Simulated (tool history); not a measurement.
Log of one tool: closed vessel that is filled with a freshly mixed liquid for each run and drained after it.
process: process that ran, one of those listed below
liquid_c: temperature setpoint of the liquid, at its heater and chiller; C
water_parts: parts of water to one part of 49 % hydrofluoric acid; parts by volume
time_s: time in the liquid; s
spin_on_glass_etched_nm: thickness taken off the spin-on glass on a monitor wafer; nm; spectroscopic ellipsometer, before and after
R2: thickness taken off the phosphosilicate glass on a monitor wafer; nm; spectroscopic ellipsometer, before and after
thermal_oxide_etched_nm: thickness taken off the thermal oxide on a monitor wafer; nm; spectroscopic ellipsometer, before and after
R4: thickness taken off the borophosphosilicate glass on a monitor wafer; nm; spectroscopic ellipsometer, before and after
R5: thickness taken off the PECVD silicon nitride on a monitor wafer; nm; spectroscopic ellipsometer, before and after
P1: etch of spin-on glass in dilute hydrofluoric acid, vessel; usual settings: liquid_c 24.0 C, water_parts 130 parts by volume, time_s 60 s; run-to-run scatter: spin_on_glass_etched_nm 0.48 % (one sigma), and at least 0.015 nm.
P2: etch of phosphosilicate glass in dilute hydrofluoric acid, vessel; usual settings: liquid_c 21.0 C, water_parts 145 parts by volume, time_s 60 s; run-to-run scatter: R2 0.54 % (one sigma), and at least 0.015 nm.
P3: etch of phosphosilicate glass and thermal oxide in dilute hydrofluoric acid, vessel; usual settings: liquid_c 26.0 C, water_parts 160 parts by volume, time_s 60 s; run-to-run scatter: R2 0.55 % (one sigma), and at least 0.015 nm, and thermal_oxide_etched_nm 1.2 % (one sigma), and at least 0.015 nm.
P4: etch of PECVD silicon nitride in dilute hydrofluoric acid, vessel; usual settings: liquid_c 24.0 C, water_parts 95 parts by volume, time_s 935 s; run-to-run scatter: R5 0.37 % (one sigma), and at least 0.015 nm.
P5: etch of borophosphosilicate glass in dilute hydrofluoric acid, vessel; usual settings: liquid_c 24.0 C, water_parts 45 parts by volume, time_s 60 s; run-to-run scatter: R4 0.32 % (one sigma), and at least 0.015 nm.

run 1 hour=9.4 | process=P1 liquid_c=24.0 water_parts=130 time_s=60 | spin_on_glass_etched_nm=26.139
run 2 hour=20.0 | process=P1 liquid_c=24.0 water_parts=130 time_s=105 | spin_on_glass_etched_nm=45.429
run 3 hour=37.8 | process=P2 liquid_c=21.0 water_parts=145 time_s=60 | R2=20.667
run 4 hour=47.9 | process=P3 liquid_c=26.0 water_parts=260 time_s=60 | R2=33.859 thermal_oxide_etched_nm=0.96612
run 5 hour=59.8 | process=P5 liquid_c=24.0 water_parts=45 time_s=60 | R4=82.662
run 6 hour=74.5 | process=P4 liquid_c=24.0 water_parts=175 time_s=935 | R5=9.3383
run 7 hour=92.5 | process=P1 liquid_c=24.0 water_parts=75 time_s=95 | spin_on_glass_etched_nm=76.389
run 8 hour=104.3 | process=P5 liquid_c=24.0 water_parts=75 time_s=60 | R4=47.837
run 9 hour=116.8 | process=P5 liquid_c=32.0 water_parts=45 time_s=60 | R4=114.610
run 10 hour=128.3 | process=P5 liquid_c=24.0 water_parts=45 time_s=60 | R4=82.740
run 11 hour=143.4 | process=P1 liquid_c=24.0 water_parts=130 time_s=60 | spin_on_glass_etched_nm=25.960
run 12 hour=152.3 | process=P2 liquid_c=29.5 water_parts=145 time_s=60 | R2=28.737
run 13 hour=166.9 | process=P5 liquid_c=24.0 water_parts=45 time_s=30 | R4=41.412
run 14 hour=182.7 | process=P1 liquid_c=24.0 water_parts=65 time_s=60 | spin_on_glass_etched_nm=56.699
run 15 hour=199.7 | process=P1 liquid_c=24.0 water_parts=130 time_s=60 | spin_on_glass_etched_nm=25.863
run 16 hour=212.1 | process=P3 liquid_c=26.0 water_parts=160 time_s=60 | R2=61.282 thermal_oxide_etched_nm=1.78980
run 17 hour=228.4 | process=P1 liquid_c=28.0 water_parts=130 time_s=60 | spin_on_glass_etched_nm=30.416
run 18 hour=239.0 | process=P1 liquid_c=24.0 water_parts=130 time_s=30 | spin_on_glass_etched_nm=13.059
run 19 hour=254.0 | process=P2 liquid_c=21.0 water_parts=75 time_s=60 | R2=43.365
run 20 hour=266.6 | process=P1 liquid_c=24.0 water_parts=130 time_s=60 | spin_on_glass_etched_nm=26.026
run 21 hour=276.0 | process=P1 liquid_c=24.0 water_parts=85 time_s=105 | spin_on_glass_etched_nm=73.841
run 22 hour=292.9 | process=P3 liquid_c=26.0 water_parts=160 time_s=30 | R2=30.789 thermal_oxide_etched_nm=0.89716
run 23 hour=303.0 | process=P1 liquid_c=17.0 water_parts=75 time_s=60 | spin_on_glass_etched_nm=36.115
run 24 hour=316.2 | process=P4 liquid_c=24.0 water_parts=95 time_s=1865 | R5=34.2100
run 25 hour=325.1 | process=P1 liquid_c=24.0 water_parts=130 time_s=60 | spin_on_glass_etched_nm=25.957
run 26 hour=337.9 | process=P3 liquid_c=18.0 water_parts=160 time_s=60 | R2=44.689 thermal_oxide_etched_nm=1.27270
run 27 hour=354.9 | process=P1 liquid_c=18.5 water_parts=130 time_s=60 | spin_on_glass_etched_nm=20.849
run 28 hour=365.4 | process=P2 liquid_c=21.0 water_parts=145 time_s=30 | R2=10.388
-- hour=367.2 hydrofluoric acid flow meter replaced
run 29 hour=378.4 | process=P4 liquid_c=24.0 water_parts=95 time_s=935 | R5=17.0770
run 30 hour=389.5 | process=P4 liquid_c=17.0 water_parts=95 time_s=935 | R5=10.6360
run 31 hour=404.3 | process=P1 liquid_c=24.0 water_parts=195 time_s=60 | spin_on_glass_etched_nm=16.098
run 32 hour=418.5 | process=P1 liquid_c=24.0 water_parts=130 time_s=60 | spin_on_glass_etched_nm=26.154
run 33 hour=433.8 | process=P1 liquid_c=24.0 water_parts=130 time_s=60 | spin_on_glass_etched_nm=27.321
run 34 hour=447.8 | process=P1 liquid_c=24.0 water_parts=130 time_s=60 | spin_on_glass_etched_nm=27.844
run 35 hour=465.4 | process=P1 liquid_c=24.0 water_parts=130 time_s=60 | spin_on_glass_etched_nm=28.016
run 36 hour=473.8 | process=P1 liquid_c=24.0 water_parts=130 time_s=60 | spin_on_glass_etched_nm=28.319
run 37 hour=485.7 | process=P1 liquid_c=24.0 water_parts=130 time_s=60 | spin_on_glass_etched_nm=28.239
run 38 hour=496.8 | process=P1 liquid_c=24.0 water_parts=130 time_s=60 | spin_on_glass_etched_nm=28.401
run 39 hour=510.2 | process=P1 liquid_c=24.0 water_parts=130 time_s=60 | spin_on_glass_etched_nm=28.443

What P1 gives has crept away from where it was. These 2 causes fit the log equally well, each at the size given:
A: hydrofluoric acid flow above the setpoint (%) = 7.89
B: liquid hotter than its thermometer reads (K) = 2.28
The creep began at about hour 418.5.

4 check runs are offered, one wafer each, their results left as question marks. Which one tells the causes apart?
run check 1 hour=523.6 | process=P5 liquid_c=31.0 water_parts=60 time_s=60 | R4=?
run check 2 hour=523.6 | process=P4 liquid_c=24.0 water_parts=170 time_s=1745 | R5=?
run check 3 hour=523.6 | process=P3 liquid_c=18.5 water_parts=250 time_s=60 | R2=? thermal_oxide_etched_nm=?
run check 4 hour=523.6 | process=P2 liquid_c=21.0 water_parts=85 time_s=60 | R2=?

What each check would give under each cause:
check=check_1 result=R4 if_A=87.314 if_B=87.686
check=check_2 result=R5 if_A=19.3270 if_B=20.7130
check=check_3 result=R2 if_A=29.530 if_B=29.334
check=check_3 result=thermal_oxide_etched_nm if_A=0.85979 if_B=0.85409
check=check_4 result=R2 if_A=41.354 if_B=41.750
How far apart the two closest causes lie, in the result that separates them most: check 1 0.43 %; check 2 6.93 %; check 3 0.67 %; check 4 0.95 %
Only check 2 tells the causes apart: in the others they would give nearly the same result.

Check 2 was then run and gave: R5 20.8270 nm. Which cause is it?

It is B: liquid hotter than its thermometer reads (K).

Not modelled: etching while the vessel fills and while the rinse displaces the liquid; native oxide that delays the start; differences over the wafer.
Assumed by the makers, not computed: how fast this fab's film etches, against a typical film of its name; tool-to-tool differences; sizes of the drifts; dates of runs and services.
